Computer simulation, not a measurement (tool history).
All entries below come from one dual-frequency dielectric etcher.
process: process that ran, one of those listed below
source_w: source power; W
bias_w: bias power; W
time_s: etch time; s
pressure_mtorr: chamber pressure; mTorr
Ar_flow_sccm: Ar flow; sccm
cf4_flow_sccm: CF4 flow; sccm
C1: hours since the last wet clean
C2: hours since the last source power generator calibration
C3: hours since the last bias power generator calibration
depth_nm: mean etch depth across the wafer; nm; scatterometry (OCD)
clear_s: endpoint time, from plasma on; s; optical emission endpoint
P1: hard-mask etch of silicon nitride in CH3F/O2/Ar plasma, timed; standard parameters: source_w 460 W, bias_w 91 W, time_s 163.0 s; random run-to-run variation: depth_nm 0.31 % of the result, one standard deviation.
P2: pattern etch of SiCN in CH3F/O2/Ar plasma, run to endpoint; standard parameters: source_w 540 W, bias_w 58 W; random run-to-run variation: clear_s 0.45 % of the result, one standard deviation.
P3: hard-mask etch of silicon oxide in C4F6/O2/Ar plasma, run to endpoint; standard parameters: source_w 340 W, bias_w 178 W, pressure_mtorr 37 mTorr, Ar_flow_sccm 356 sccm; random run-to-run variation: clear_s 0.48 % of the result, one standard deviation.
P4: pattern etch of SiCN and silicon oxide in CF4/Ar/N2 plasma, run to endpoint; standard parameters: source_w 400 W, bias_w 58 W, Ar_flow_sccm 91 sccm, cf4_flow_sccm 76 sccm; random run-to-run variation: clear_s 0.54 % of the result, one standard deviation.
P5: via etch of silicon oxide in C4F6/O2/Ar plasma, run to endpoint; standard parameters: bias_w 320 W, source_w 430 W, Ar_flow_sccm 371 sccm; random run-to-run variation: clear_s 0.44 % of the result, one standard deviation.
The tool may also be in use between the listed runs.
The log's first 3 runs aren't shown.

{"run": 4, "hour": 49.3, "process": "P5", "source_w": 430, "bias_w": 320, "Ar_flow_sccm": 371, "C1": 129.3, "C2": 866.6, "C3": 1242.2, "clear_s": 42.306}
{"run": 5, "hour": 65.3, "process": "P2", "source_w": 540, "bias_w": 39, "C1": 145.3, "C2": 882.6, "C3": 1258.2, "clear_s": 29.878}
{"run": 6, "hour": 77.5, "process": "P2", "source_w": 540, "bias_w": 58, "C1": 157.5, "C2": 894.8, "C3": 1270.4, "clear_s": 26.323}
{"run": 7, "hour": 85.7, "process": "P3", "source_w": 340, "bias_w": 178, "pressure_mtorr": 37, "Ar_flow_sccm": 356, "C1": 165.7, "C2": 903.0, "C3": 1278.6, "clear_s": 64.248}
{"run": 8, "hour": 99.0, "process": "P1", "source_w": 620, "bias_w": 118, "time_s": 163.0, "C1": 179.0, "C2": 916.3, "C3": 1291.9, "depth_nm": 160.16}
{"run": 9, "hour": 115.2, "process": "P3", "source_w": 340, "bias_w": 178, "pressure_mtorr": 37, "Ar_flow_sccm": 278, "C1": 195.2, "C2": 932.5, "C3": 1308.1, "clear_s": 62.63}
{"run": 10, "hour": 127.4, "process": "P1", "source_w": 460, "bias_w": 91, "time_s": 89.5, "C1": 207.4, "C2": 944.7, "C3": 1320.3, "depth_nm": 71.844}
{"run": 11, "hour": 135.8, "process": "P5", "source_w": 430, "bias_w": 320, "Ar_flow_sccm": 371, "C1": 215.8, "C2": 953.1, "C3": 1328.7, "clear_s": 42.08}
{"run": 12, "hour": 147.8, "process": "P1", "source_w": 460, "bias_w": 91, "time_s": 163.0, "C1": 227.8, "C2": 965.1, "C3": 1340.7, "depth_nm": 130.34}
{"run": 13, "hour": 155.9, "process": "P4", "source_w": 400, "bias_w": 41, "Ar_flow_sccm": 91, "cf4_flow_sccm": 76, "C1": 235.9, "C2": 973.2, "C3": 1348.8, "clear_s": 17.474}
{"run": 14, "hour": 171.6, "process": "P4", "source_w": 400, "bias_w": 58, "Ar_flow_sccm": 91, "cf4_flow_sccm": 76, "C1": 251.6, "C2": 988.9, "C3": 1364.5, "clear_s": 15.504}
{"run": 15, "hour": 187.2, "process": "P1", "source_w": 550, "bias_w": 91, "time_s": 163.0, "C1": 267.2, "C2": 1004.5, "C3": 1380.1, "depth_nm": 139.73}
{"run": 16, "hour": 198.6, "process": "P1", "source_w": 460, "bias_w": 91, "time_s": 163.0, "C1": 278.6, "C2": 1015.9, "C3": 1391.5, "depth_nm": 131.04}
{"run": 17, "hour": 206.1, "process": "P1", "source_w": 460, "bias_w": 91, "time_s": 163.0, "C1": 286.1, "C2": 1023.4, "C3": 1399.0, "depth_nm": 130.57}
{"run": 18, "hour": 214.5, "process": "P5", "source_w": 600, "bias_w": 320, "Ar_flow_sccm": 371, "C1": 294.5, "C2": 1031.8, "C3": 1407.4, "clear_s": 37.476}
{"run": 19, "hour": 230.0, "process": "P5", "source_w": 430, "bias_w": 320, "Ar_flow_sccm": 446, "C1": 310.0, "C2": 1047.3, "C3": 1422.9, "clear_s": 43.452}
{"run": 20, "hour": 238.0, "process": "P3", "source_w": 430, "bias_w": 178, "pressure_mtorr": 37, "Ar_flow_sccm": 356, "C1": 318.0, "C2": 1055.3, "C3": 1430.9, "clear_s": 58.279}
{"run": 21, "hour": 245.6, "process": "P4", "source_w": 400, "bias_w": 58, "Ar_flow_sccm": 59, "cf4_flow_sccm": 76, "C1": 325.6, "C2": 1062.9, "C3": 1438.5, "clear_s": 14.859}
{"run": 22, "hour": 258.9, "process": "P1", "source_w": 270, "bias_w": 91, "time_s": 163.0, "C1": 338.9, "C2": 1076.2, "C3": 1451.8, "depth_nm": 107.35}
{"run": 23, "hour": 273.9, "process": "P1", "source_w": 460, "bias_w": 91, "time_s": 204.0, "C1": 353.9, "C2": 1091.2, "C3": 1466.8, "depth_nm": 164.33}
{"run": 24, "hour": 283.3, "process": "P4", "source_w": 400, "bias_w": 58, "Ar_flow_sccm": 91, "cf4_flow_sccm": 54, "C1": 363.3, "C2": 1100.6, "C3": 1476.2, "clear_s": 16.787}
{"run": 25, "hour": 291.5, "process": "P3", "source_w": 340, "bias_w": 178, "pressure_mtorr": 37, "Ar_flow_sccm": 356, "C1": 371.5, "C2": 1108.8, "C3": 1484.4, "clear_s": 63.568}
{"run": 26, "hour": 301.9, "process": "P4", "source_w": 530, "bias_w": 58, "Ar_flow_sccm": 91, "cf4_flow_sccm": 76, "C1": 381.9, "C2": 1119.2, "C3": 1494.8, "clear_s": 12.266}
{"run": 27, "hour": 312.7, "process": "P5", "source_w": 430, "bias_w": 419, "Ar_flow_sccm": 371, "C1": 392.7, "C2": 1130.0, "C3": 1505.6, "clear_s": 38.363}
{"run": 28, "hour": 328.1, "process": "P1", "source_w": 460, "bias_w": 117, "time_s": 104.5, "C1": 408.1, "C2": 1145.4, "C3": 1521.0, "depth_nm": 91.897}

What will run 29 give?
{"run": 29, "hour": 338.7, "process": "P1", "source_w": 460, "bias_w": 110, "time_s": 119.0, "C1": 418.7, "C2": 1156.0, "C3": 1531.6, "depth_nm": "?"}

Run 29 produced depth_nm 102.130 nm.
